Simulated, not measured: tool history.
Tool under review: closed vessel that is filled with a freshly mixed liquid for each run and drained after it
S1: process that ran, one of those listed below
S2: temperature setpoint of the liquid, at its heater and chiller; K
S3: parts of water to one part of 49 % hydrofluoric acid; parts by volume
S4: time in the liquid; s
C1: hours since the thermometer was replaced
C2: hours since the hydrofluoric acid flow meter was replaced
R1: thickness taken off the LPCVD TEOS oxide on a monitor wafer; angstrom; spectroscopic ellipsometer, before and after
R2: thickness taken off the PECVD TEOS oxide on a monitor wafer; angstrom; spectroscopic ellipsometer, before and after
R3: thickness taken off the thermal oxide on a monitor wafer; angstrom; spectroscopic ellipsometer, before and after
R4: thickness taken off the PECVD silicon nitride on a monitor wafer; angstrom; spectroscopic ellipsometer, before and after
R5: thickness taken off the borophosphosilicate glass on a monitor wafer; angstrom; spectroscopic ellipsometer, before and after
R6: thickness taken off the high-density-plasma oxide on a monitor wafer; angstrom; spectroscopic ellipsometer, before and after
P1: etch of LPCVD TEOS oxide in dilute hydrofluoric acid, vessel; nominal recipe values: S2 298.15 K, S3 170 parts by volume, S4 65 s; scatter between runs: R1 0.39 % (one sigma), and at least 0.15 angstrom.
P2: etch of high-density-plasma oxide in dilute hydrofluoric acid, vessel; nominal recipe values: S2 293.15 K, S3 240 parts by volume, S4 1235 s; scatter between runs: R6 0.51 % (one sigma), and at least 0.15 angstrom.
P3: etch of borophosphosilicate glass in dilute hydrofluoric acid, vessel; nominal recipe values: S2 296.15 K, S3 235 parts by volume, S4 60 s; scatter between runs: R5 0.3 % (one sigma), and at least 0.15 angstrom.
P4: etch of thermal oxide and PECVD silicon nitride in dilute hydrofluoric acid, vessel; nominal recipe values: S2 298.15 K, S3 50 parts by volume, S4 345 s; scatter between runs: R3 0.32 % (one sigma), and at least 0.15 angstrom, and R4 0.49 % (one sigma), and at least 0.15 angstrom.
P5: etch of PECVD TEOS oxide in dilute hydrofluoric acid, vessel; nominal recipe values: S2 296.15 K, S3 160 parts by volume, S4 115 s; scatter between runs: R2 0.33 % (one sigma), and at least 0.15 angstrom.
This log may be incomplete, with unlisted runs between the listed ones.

{"run": 1, "day": 0.488, "S1": "P1", "S2": 298.15, "S3": 170, "S4": 65, "C1": 262.7, "C2": 603.2, "R1": 199.12}
{"run": 2, "day": 0.988, "S1": "P1", "S2": 298.15, "S3": 170, "S4": 65, "C1": 274.7, "C2": 615.2, "R1": 200.58}
{"run": 3, "day": 1.471, "S1": "P1", "S2": 298.15, "S3": 170, "S4": 30, "C1": 286.3, "C2": 626.8, "R1": 91.942}
{"run": 4, "day": 2.104, "S1": "P1", "S2": 298.15, "S3": 170, "S4": 125, "C1": 301.5, "C2": 642, "R1": 385.87}
{"run": 5, "day": 2.6, "S1": "P5", "S2": 292.15, "S3": 160, "S4": 115, "C1": 313.4, "C2": 653.9, "R2": 61.459}
{"run": 6, "day": 3.2, "S1": "P4", "S2": 298.15, "S3": 50, "S4": 130, "C1": 327.8, "C2": 668.3, "R3": 124.53, "R4": 47.102}
{"run": 7, "day": 3.675, "S1": "P1", "S2": 303.15, "S3": 170, "S4": 65, "C1": 339.2, "C2": 679.7, "R1": 238.77}
{"run": 8, "day": 4.288, "S1": "P3", "S2": 290.65, "S3": 235, "S4": 60, "C1": 353.9, "C2": 694.4, "R5": 121.49}
{"run": 9, "day": 4.858, "S1": "P1", "S2": 298.15, "S3": 170, "S4": 65, "C1": 367.6, "C2": 708.1, "R1": 200.79}
{"run": 10, "day": 5.162, "S1": "P3", "S2": 296.15, "S3": 115, "S4": 60, "C1": 374.9, "C2": 715.4, "R5": 349.53}
{"run": 11, "day": 5.608, "S1": "P5", "S2": 296.15, "S3": 160, "S4": 115, "C1": 385.6, "C2": 726.1, "R2": 72.17}
{"run": 12, "day": 6.196, "S1": "P2", "S2": 293.15, "S3": 240, "S4": 1235, "C1": 399.7, "C2": 740.2, "R6": 367.67}
{"run": 13, "day": 6.725, "S1": "P3", "S2": 296.15, "S3": 235, "S4": 30, "C1": 412.4, "C2": 752.9, "R5": 75.247}
{"run": 14, "day": 7.288, "S1": "P5", "S2": 296.15, "S3": 160, "S4": 40, "C1": 425.9, "C2": 766.4, "R2": 25.165}
{"run": 15, "day": 7.696, "S1": "P3", "S2": 296.15, "S3": 235, "S4": 60, "C1": 435.7, "C2": 776.2, "R5": 149.69}
{"run": 16, "day": 8.104, "S1": "P1", "S2": 298.15, "S3": 170, "S4": 65, "C1": 445.5, "C2": 786, "R1": 199.95}
{"run": 17, "day": 8.442, "S1": "P2", "S2": 293.15, "S3": 440, "S4": 1235, "C1": 453.6, "C2": 794.1, "R6": 169.01}
{"run": 18, "day": 9.008, "S1": "P1", "S2": 290.15, "S3": 170, "S4": 65, "C1": 467.2, "C2": 807.7, "R1": 147.06}
{"run": 19, "day": 9.525, "S1": "P4", "S2": 298.15, "S3": 90, "S4": 345, "C1": 479.6, "C2": 820.1, "R3": 175.74, "R4": 70.643}
{"run": 20, "day": 9.8, "S1": "P4", "S2": 292.65, "S3": 50, "S4": 345, "C1": 486.2, "C2": 826.7, "R3": 264.62, "R4": 87.046}
{"run": 21, "day": 10.183, "S1": "P2", "S2": 301.15, "S3": 240, "S4": 1235, "C1": 495.4, "C2": 835.9, "R6": 495.65}
{"run": 22, "day": 10.742, "S1": "P1", "S2": 298.15, "S3": 170, "S4": 65, "C1": 508.8, "C2": 849.3, "R1": 200.88}
{"run": 23, "day": 11.071, "S1": "P2", "S2": 293.15, "S3": 240, "S4": 280, "C1": 516.7, "C2": 857.2, "R6": 83.906}
{"run": 24, "day": 11.662, "S1": "P1", "S2": 298.15, "S3": 170, "S4": 65, "C1": 530.9, "C2": 871.4, "R1": 200.49}
{"run": 25, "day": 11.996, "S1": "P1", "S2": 298.15, "S3": 40, "S4": 65, "C1": 538.9, "C2": 879.4, "R1": 993.96}
{"run": 26, "day": 12.317, "S1": "P1", "S2": 293.15, "S3": 285, "S4": 65, "C1": 546.6, "C2": 887.1, "R1": 87.729}
{"run": 27, "day": 12.821, "S1": "P5", "S2": 296.15, "S3": 230, "S4": 115, "C1": 558.7, "C2": 899.2, "R2": 47.397}
{"day": 13.004, "done": "hydrofluoric acid flow meter replaced"}
{"run": 28, "day": 13.354, "S1": "P4", "S2": 298.15, "S3": 50, "S4": 345, "C1": 571.5, "C2": 8.4, "R3": 332.61, "R4": 125.87}
{"run": 29, "day": 13.662, "S1": "P1", "S2": 298.15, "S3": 170, "S4": 65, "C1": 578.9, "C2": 15.8, "R1": 201.81}
{"run": 30, "day": 14.129, "S1": "P1", "S2": 298.15, "S3": 290, "S4": 65, "C1": 590.1, "C2": 27, "R1": 103.51}
{"run": 31, "day": 14.508, "S1": "P1", "S2": 298.15, "S3": 170, "S4": 65, "C1": 599.2, "C2": 36.1, "R1": 198.89}
{"run": 32, "day": 15.0, "S1": "P1", "S2": 298.15, "S3": 170, "S4": 65, "C1": 611, "C2": 47.9, "R1": 210.16}
{"run": 33, "day": 15.417, "S1": "P1", "S2": 298.15, "S3": 170, "S4": 65, "C1": 621, "C2": 57.9, "R1": 213.57}
{"run": 34, "day": 15.708, "S1": "P1", "S2": 298.15, "S3": 170, "S4": 65, "C1": 628, "C2": 64.9, "R1": 214.18}
{"run": 35, "day": 16.108, "S1": "P1", "S2": 298.15, "S3": 170, "S4": 65, "C1": 637.6, "C2": 74.5, "R1": 213.95}
{"run": 36, "day": 16.471, "S1": "P1", "S2": 298.15, "S3": 170, "S4": 65, "C1": 646.3, "C2": 83.2, "R1": 215.29}
{"run": 37, "day": 16.929, "S1": "P1", "S2": 298.15, "S3": 170, "S4": 65, "C1": 657.3, "C2": 94.2, "R1": 216.94}

What P1 gives has crept away from where it was. These 2 causes fit the log equally well, each at the size given:
A: liquid hotter than its thermometer reads (K) = 2.05
B: hydrofluoric acid flow above the setpoint (%) = 6.55
The drift started at roughly day 14.508.

Below are 4 check runs, each on a single wafer, with their results shown as question marks. Which of them would tell the listed causes apart, meaning the causes would give clearly different results under it?
{"run": "check 1", "day": 17.388, "S1": "P4", "S2": 298.15, "S3": 90, "S4": 345, "R3": "?", "R4": "?"}
{"run": "check 2", "day": 17.388, "S1": "P3", "S2": 292.15, "S3": 235, "S4": 60, "R5": "?"}
{"run": "check 3", "day": 17.388, "S1": "P5", "S2": 296.15, "S3": 225, "S4": 115, "R2": "?"}
{"run": "check 4", "day": 17.388, "S1": "P2", "S2": 293.15, "S3": 345, "S4": 1235, "R6": "?"}

Outcome of each check run for each possible cause:
check=check_1 result=R3 if_A=189.29 if_B=187.44
check=check_1 result=R4 if_A=80.496 if_B=74.993
check=check_2 result=R5 if_A=139.43 if_B=139.34
check=check_3 result=R2 if_A=51.847 if_B=52.012
check=check_4 result=R6 if_A=250.51 if_B=252.96
Per check, the gap between the least separated pair of causes, taken in the result that splits them most: check 1 7.08 %; check 2 0.06 %; check 3 0.32 %; check 4 0.97 %
Of the check runs offered, only check 1 discriminates between the causes; the rest would read about the same regardless of which cause applies.

With check 1 done, the readings were: R3 187.04 angstrom; R4 75.181 angstrom. Identify which of the listed causes applies.

It was cause B: hydrofluoric acid flow above the setpoint (%).
